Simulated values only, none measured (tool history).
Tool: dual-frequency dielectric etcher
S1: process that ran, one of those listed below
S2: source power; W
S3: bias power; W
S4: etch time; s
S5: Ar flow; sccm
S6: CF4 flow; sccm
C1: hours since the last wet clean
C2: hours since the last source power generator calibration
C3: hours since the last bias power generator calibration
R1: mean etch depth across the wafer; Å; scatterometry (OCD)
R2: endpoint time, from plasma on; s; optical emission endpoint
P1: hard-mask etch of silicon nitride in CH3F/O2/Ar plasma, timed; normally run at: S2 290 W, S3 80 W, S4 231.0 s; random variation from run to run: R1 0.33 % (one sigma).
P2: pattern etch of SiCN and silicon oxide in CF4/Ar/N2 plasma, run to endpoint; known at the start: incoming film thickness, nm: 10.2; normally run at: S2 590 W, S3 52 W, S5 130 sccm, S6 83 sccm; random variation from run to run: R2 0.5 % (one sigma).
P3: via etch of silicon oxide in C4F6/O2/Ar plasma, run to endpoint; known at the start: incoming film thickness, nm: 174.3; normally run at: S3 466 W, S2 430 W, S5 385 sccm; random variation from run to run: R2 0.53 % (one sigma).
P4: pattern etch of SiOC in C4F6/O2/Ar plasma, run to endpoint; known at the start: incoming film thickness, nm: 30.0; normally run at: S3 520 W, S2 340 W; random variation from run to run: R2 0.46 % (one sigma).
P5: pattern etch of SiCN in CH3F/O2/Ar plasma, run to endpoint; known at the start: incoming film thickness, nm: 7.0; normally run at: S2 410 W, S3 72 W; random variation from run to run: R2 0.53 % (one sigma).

run,hour,S1,S2,S3,S4,S5,S6,C1,C2,C3,R1,R2
1,13.7,P1,290,80,231.0,,,123.4,307.0,1716.8,1486.70,
2,28.2,P1,290,106,231.0,,,137.9,321.5,1731.3,1645.70,
3,38.5,P5,410,101,,,,148.2,331.8,1741.6,,16.777
4,52.2,P1,290,80,308.5,,,161.9,345.5,1755.3,1978.70,
5,63.6,P2,590,52,,130,83,173.3,356.9,1766.7,,10.291
6,75.8,P2,590,34,,130,83,185.5,369.1,1778.9,,11.630
7,86.3,P4,340,308,,,,196.0,379.6,1789.4,,12.596
8,101.4,P1,290,80,231.0,,,211.1,394.7,1804.5,1482.00,
9,116.8,P1,290,100,323.0,,,226.5,410.1,1819.9,2247.40,
10,128.0,P5,410,72,,,,237.7,421.3,1831.1,,19.013
11,144.9,P1,290,80,231.0,,,254.6,438.2,1848.0,1483.50,
12,157.9,P1,290,80,231.0,,,267.6,451.2,1861.0,1490.10,
13,174.5,P3,430,466,,385,,284.2,467.8,1877.6,,39.687
14,188.4,P1,290,80,231.0,,,298.1,481.7,1891.5,1478.80,
15,201.6,P3,430,654,,385,,311.3,494.9,1904.7,,34.745
16,217.0,P2,590,52,,130,63,326.7,510.3,1920.1,,10.656
17,230.2,P2,590,52,,174,83,339.9,523.5,1933.3,,10.822
18,239.8,P5,270,72,,,,349.5,533.1,1942.9,,22.363
19,255.9,P1,190,80,231.0,,,365.6,549.2,1959.0,1263.10,
20,267.6,P1,290,80,231.0,,,377.3,560.9,1970.7,1478.00,
21,278.5,P1,290,80,128.0,,,388.2,571.8,1981.6,825.31,
22,290.8,P3,430,466,,233,,400.5,584.1,1993.9,,37.760
# hour 295.8: bias power generator calibrated
23,307.4,P4,220,520,,,,417.1,600.7,11.7,,12.237
24,322.9,P1,370,80,231.0,,,432.6,616.2,27.2,1626.80,
25,339.0,P3,430,466,,385,,448.7,632.3,43.3,,39.738
26,349.5,P1,290,64,231.0,,,459.2,642.8,53.8,1366.10,
27,366.4,P1,290,96,306.5,,,476.1,659.7,70.7,2100.20,
28,383.3,P5,410,72,,,,493.0,676.6,87.6,,19.131
29,392.3,P3,320,466,,385,,502.0,685.6,96.6,,43.862
30,408.9,P2,590,52,,130,83,518.6,702.2,113.2,,10.251
31,422.6,P2,400,52,,130,83,532.3,715.9,126.9,,14.561
32,434.1,P4,340,520,,,,543.8,727.4,138.4,,10.462
33,448.5,P1,290,80,231.0,,,558.2,741.8,152.8,1470.30,
34,462.8,P1,290,80,231.0,,,572.5,756.1,167.1,1464.10,
35,475.6,P1,290,80,231.0,,,585.3,768.9,179.9,1463.00,
36,493.4,P1,290,80,231.0,,,603.1,786.7,197.7,1454.40,
# hour 499.0: wet clean of the chamber
37,503.8,P1,290,80,231.0,,,4.8,797.1,208.1,1459.30,
38,521.4,P1,290,80,231.0,,,22.4,814.7,225.7,1461.80,
39,536.4,P1,290,80,231.0,,,37.4,829.7,240.7,1452.40,
40,548.2,P1,290,80,231.0,,,49.2,841.5,252.5,1453.20,
41,565.8,P1,290,80,231.0,,,66.8,859.1,270.1,1451.00,

What P1 gives has crept away from where it was. These 2 causes fit the log equally well, each at the size given:
A: source power that arrives under what is set, % = 4.37
B: bias power that arrives under what is set, % = 4.56
The creep began at about hour 448.5.
Why every other cause is out:
chamber walls in a state that lowers the etch rate, %: serviced at hour 499.0, which brought nothing back

4 check runs are offered, each on 2 wafers whose results are averaged, their results left as question marks. Which one tells the causes apart?
check 1,583.4,P5,410,97,,,,,,,,?
check 2,583.4,P2,470,52,,130,83,,,,,?
check 3,583.4,P4,270,327,,,,,,,,?
check 4,583.4,P3,430,604,,385,,,,,,?

What each check would give under each cause:
check,result,if A,if B
check 1,R2,17.381,17.397
check 2,R2,13.072,12.749
check 3,R2,13.771,13.770
check 4,R2,36.591,36.644
How far apart the two closest causes lie, in the result that separates them most: check 1 0.09 %; check 2 2.51 %; check 3 0.01 %; check 4 0.14 %
Check 2 tells the causes apart: in the others they would give nearly the same result.

Then check 2 was run and gave: R2 12.744 s. Which cause is it?

It is B: bias power that arrives under what is set, %.
